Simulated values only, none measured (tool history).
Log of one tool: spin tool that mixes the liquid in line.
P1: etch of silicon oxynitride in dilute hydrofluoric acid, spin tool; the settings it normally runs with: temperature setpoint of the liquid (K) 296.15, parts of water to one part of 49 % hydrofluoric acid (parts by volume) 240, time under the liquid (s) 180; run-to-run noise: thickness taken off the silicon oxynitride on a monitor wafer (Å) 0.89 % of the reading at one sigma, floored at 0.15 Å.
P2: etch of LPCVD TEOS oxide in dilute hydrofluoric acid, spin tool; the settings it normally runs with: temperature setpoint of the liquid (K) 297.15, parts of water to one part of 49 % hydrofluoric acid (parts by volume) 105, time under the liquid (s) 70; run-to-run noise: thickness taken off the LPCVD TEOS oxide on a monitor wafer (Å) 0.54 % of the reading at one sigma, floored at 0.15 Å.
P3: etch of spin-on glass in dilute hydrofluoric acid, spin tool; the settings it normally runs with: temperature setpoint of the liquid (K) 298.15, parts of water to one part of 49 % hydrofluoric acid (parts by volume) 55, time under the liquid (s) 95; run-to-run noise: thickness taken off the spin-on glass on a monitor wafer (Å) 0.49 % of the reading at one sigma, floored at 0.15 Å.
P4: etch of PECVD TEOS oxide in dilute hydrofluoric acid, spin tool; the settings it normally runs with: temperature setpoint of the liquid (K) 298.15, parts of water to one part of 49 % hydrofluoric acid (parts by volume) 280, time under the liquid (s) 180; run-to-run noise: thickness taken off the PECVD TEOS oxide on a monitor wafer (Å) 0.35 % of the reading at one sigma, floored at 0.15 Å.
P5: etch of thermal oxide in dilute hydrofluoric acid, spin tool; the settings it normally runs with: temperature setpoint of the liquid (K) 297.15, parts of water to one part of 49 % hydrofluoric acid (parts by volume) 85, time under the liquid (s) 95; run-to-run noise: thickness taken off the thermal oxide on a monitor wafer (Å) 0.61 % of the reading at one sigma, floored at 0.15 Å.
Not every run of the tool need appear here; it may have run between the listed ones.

run	hour	process that ran	temperature setpoint of the liquid (K)	parts of water to one part of 49 % hydrofluoric acid (parts by volume)	time under the liquid (s)	thickness taken off the silicon oxynitride on a monitor wafer (Å)	thickness taken off the LPCVD TEOS oxide on a monitor wafer (Å)	thickness taken off the spin-on glass on a monitor wafer (Å)	thickness taken off the thermal oxide on a monitor wafer (Å)	thickness taken off the PECVD TEOS oxide on a monitor wafer (Å)
1	9.3	P1	296.15	240	180	24.6830				
2	16.9	P1	296.15	240	180	24.8860				
3	23.0	P1	296.15	145	305	74.4280				
4	31.8	P2	297.15	30	70		420.82			
5	37.7	P1	300.15	240	180	30.2800				
6	42.6	P1	296.15	160	110	24.6910				
7	48.7	P3	305.15	55	95			753.430		
8	58.1	P2	297.15	105	70		108.60			
9	63.6	P1	296.15	240	180	25.1060				
10	71.3	P5	297.15	145	95				29.703	
11	79.9	P1	296.15	90	180	75.4840				
12	89.6	P4	298.15	465	180					30.912
13	95.4	P5	297.15	85	95				54.683	
14	101.9	P1	291.15	240	180	20.1860				
15	106.4	P1	301.65	135	180	61.3730				
16	114.2	P1	296.15	240	40	5.6917				
17	124.3	P4	298.15	280	285					97.922
18	131.8	P5	297.15	85	25				14.110	
19	140.4	P5	290.15	85	95				41.258	
20	146.2	P3	298.15	85	95			356.120		
21	154.8	P1	296.15	240	180	25.0440				
22	163.2	P4	303.65	280	180					74.689
23	170.1	P3	298.15	55	15			90.758		
24	176.9	P2	303.15	105	70		136.97			
25	184.9	P4	298.15	280	180					61.533
26	192.8	P1	296.15	420	180	12.5060				
27	202.8	P1	296.15	240	180	24.9170				
28	210.9	P1	296.15	240	310	43.0910				
29	219.5	P1	296.15	240	180	25.1480				
30	224.7	P2	297.15	105	100		155.53			
31	231.5	P3	298.15	55	95			570.440		
32	241.3	P1	296.15	240	180	24.7630				
33	248.8	P1	296.15	240	180	24.9180				
34	254.6	P1	296.15	240	180	23.8630				
35	259.5	P1	296.15	240	180	23.1240				
36	266.3	P1	296.15	240	180	23.2170				
37	273.4	P1	296.15	240	180	22.5930				

The next listed run, before its measurement:
38	282.4	P1	296.15	240	180	?				

Run 38 measured thickness taken off the silicon oxynitride on a monitor wafer (Å) 22.3410.
